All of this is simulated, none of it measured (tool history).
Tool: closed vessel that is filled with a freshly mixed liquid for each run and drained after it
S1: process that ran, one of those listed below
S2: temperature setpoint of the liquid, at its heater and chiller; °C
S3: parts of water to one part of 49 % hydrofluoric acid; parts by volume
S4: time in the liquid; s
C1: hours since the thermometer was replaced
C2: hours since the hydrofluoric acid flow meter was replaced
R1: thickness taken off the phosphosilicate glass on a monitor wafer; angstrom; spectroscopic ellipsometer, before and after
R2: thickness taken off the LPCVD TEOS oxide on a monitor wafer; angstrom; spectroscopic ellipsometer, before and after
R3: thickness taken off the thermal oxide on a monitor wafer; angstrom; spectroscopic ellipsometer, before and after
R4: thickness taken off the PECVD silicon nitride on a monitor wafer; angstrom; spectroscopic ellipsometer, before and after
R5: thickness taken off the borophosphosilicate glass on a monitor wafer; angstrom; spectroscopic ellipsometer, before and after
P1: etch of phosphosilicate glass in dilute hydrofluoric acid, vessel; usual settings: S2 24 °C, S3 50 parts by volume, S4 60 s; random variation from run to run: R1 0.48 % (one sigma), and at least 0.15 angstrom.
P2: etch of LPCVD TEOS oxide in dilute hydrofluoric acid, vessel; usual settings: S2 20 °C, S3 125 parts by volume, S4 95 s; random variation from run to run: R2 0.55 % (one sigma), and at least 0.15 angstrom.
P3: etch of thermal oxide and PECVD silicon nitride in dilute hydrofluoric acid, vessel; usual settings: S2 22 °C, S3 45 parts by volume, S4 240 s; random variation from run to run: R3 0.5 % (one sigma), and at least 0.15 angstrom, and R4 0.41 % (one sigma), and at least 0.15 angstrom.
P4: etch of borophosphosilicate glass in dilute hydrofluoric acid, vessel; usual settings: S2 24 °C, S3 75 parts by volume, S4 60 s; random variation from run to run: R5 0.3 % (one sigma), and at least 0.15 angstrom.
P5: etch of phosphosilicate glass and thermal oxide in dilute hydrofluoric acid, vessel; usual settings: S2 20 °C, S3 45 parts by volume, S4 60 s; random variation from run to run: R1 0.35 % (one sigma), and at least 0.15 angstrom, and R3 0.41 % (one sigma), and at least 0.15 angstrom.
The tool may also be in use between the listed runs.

run 1 hour=3.3 | S1=P1 S2=24 S3=50 S4=60 | C1=1833.4 C2=932.6 | R1=1151.1
run 2 hour=5.7 | S1=P2 S2=20 S3=125 S4=95 | C1=1835.8 C2=935 | R2=162.06
run 3 hour=8.8 | S1=P1 S2=24 S3=50 S4=60 | C1=1838.9 C2=938.1 | R1=1142.8
run 4 hour=12.3 | S1=P3 S2=22 S3=45 S4=85 | C1=1842.4 C2=941.6 | R3=91.435 R4=27.008
run 5 hour=17.7 | S1=P5 S2=20 S3=45 S4=60 | C1=1847.8 C2=947 | R1=1127.3 R3=60.006
run 6 hour=20.4 | S1=P4 S2=24 S3=75 S4=60 | C1=1850.5 C2=949.7 | R5=475.84
run 7 hour=23.9 | S1=P3 S2=22 S3=65 S4=240 | C1=1854 C2=953.2 | R3=176.23 R4=53.108
run 8 hour=29 | S1=P1 S2=19.5 S3=50 S4=60 | C1=1859.1 C2=958.3 | R1=945.52
run 9 hour=34.1 | S1=P1 S2=31 S3=50 S4=60 | C1=1864.2 C2=963.4 | R1=1512.7
run 10 hour=36.5 | S1=P1 S2=24 S3=50 S4=100 | C1=1866.6 C2=965.8 | R1=1907.5
run 11 hour=40.5 | S1=P5 S2=26 S3=45 S4=60 | C1=1870.6 C2=969.8 | R1=1451.6 R3=76.884
run 12 hour=43.4 | S1=P3 S2=22 S3=45 S4=240 | C1=1873.5 C2=972.7 | R3=260.08 R4=76.419
run 13 hour=48 | S1=P2 S2=20 S3=125 S4=185 | C1=1878.1 C2=977.3 | R2=315.31
run 14 hour=51.7 | S1=P2 S2=25 S3=125 S4=95 | C1=1881.8 C2=981 | R2=197.88
run 15 hour=56.5 | S1=P1 S2=24 S3=50 S4=60 | C1=1886.6 C2=985.8 | R1=1151.6
-- hour=58.9 thermometer replaced
run 16 hour=59.6 | S1=P4 S2=31.5 S3=75 S4=60 | C1=0.8 C2=988.9 | R5=635.68
run 17 hour=62.3 | S1=P1 S2=18 S3=50 S4=30 | C1=3.5 C2=991.6 | R1=442.88
run 18 hour=64.9 | S1=P1 S2=24 S3=90 S4=60 | C1=6.1 C2=994.2 | R1=608.19
run 19 hour=67.4 | S1=P1 S2=24 S3=50 S4=60 | C1=8.6 C2=996.7 | R1=1142.6
run 20 hour=70 | S1=P4 S2=24 S3=75 S4=30 | C1=11.2 C2=999.3 | R5=238.75
run 21 hour=73.9 | S1=P5 S2=20 S3=45 S4=30 | C1=15.1 C2=1003.2 | R1=563.28 R3=30.196
run 22 hour=78.8 | S1=P3 S2=30 S3=45 S4=240 | C1=20 C2=1008.1 | R3=356.57 R4=130.91
run 23 hour=81.7 | S1=P1 S2=24 S3=50 S4=30 | C1=22.9 C2=1011 | R1=570.19
run 24 hour=84.1 | S1=P1 S2=24 S3=20 S4=60 | C1=25.3 C2=1013.4 | R1=2993.8
run 25 hour=87.6 | S1=P5 S2=20 S3=45 S4=60 | C1=28.8 C2=1016.9 | R1=1128.8 R3=60.207
run 26 hour=91.1 | S1=P1 S2=24 S3=50 S4=60 | C1=32.3 C2=1020.4 | R1=1152.1
run 27 hour=95.5 | S1=P4 S2=24 S3=30 S4=60 | C1=36.7 C2=1024.8 | R5=1259.7
run 28 hour=99.3 | S1=P1 S2=31 S3=25 S4=60 | C1=40.5 C2=1028.6 | R1=3130.1
run 29 hour=102.5 | S1=P2 S2=20 S3=65 S4=95 | C1=43.7 C2=1031.8 | R2=334.32
run 30 hour=106 | S1=P1 S2=28.5 S3=50 S4=30 | C1=47.2 C2=1035.3 | R1=682.74
run 31 hour=110.3 | S1=P5 S2=20 S3=20 S4=60 | C1=51.5 C2=1039.6 | R1=2621.7 R3=137.51
run 32 hour=113.2 | S1=P1 S2=24 S3=50 S4=60 | C1=54.4 C2=1042.5 | R1=1157.9
run 33 hour=116.9 | S1=P1 S2=24 S3=50 S4=60 | C1=58.1 C2=1046.2 | R1=1124.1
run 34 hour=122.2 | S1=P1 S2=24 S3=50 S4=60 | C1=63.4 C2=1051.5 | R1=1108.4
run 35 hour=124.8 | S1=P1 S2=24 S3=50 S4=60 | C1=66 C2=1054.1 | R1=1092.2
run 36 hour=128.9 | S1=P1 S2=24 S3=50 S4=60 | C1=70.1 C2=1058.2 | R1=1078.7
run 37 hour=132.7 | S1=P1 S2=24 S3=50 S4=60 | C1=73.9 C2=1062 | R1=1080.8
run 38 hour=138 | S1=P1 S2=24 S3=50 S4=60 | C1=79.2 C2=1067.3 | R1=1074.3
run 39 hour=142.9 | S1=P1 S2=24 S3=50 S4=60 | C1=84.1 C2=1072.2 | R1=1071.3
run 40 hour=146.4 | S1=P1 S2=24 S3=50 S4=60 | C1=87.6 C2=1075.7 | R1=1063.4
run 41 hour=149.8 | S1=P1 S2=24 S3=50 S4=60 | C1=91 C2=1079.1 | R1=1075.4

Forecast run 42:
run 42 hour=153.4 | S1=P1 S2=24 S3=50 S4=60 | C1=94.6 C2=1082.7 | R1=?

{"run 42": {"R1": 1060.6}}
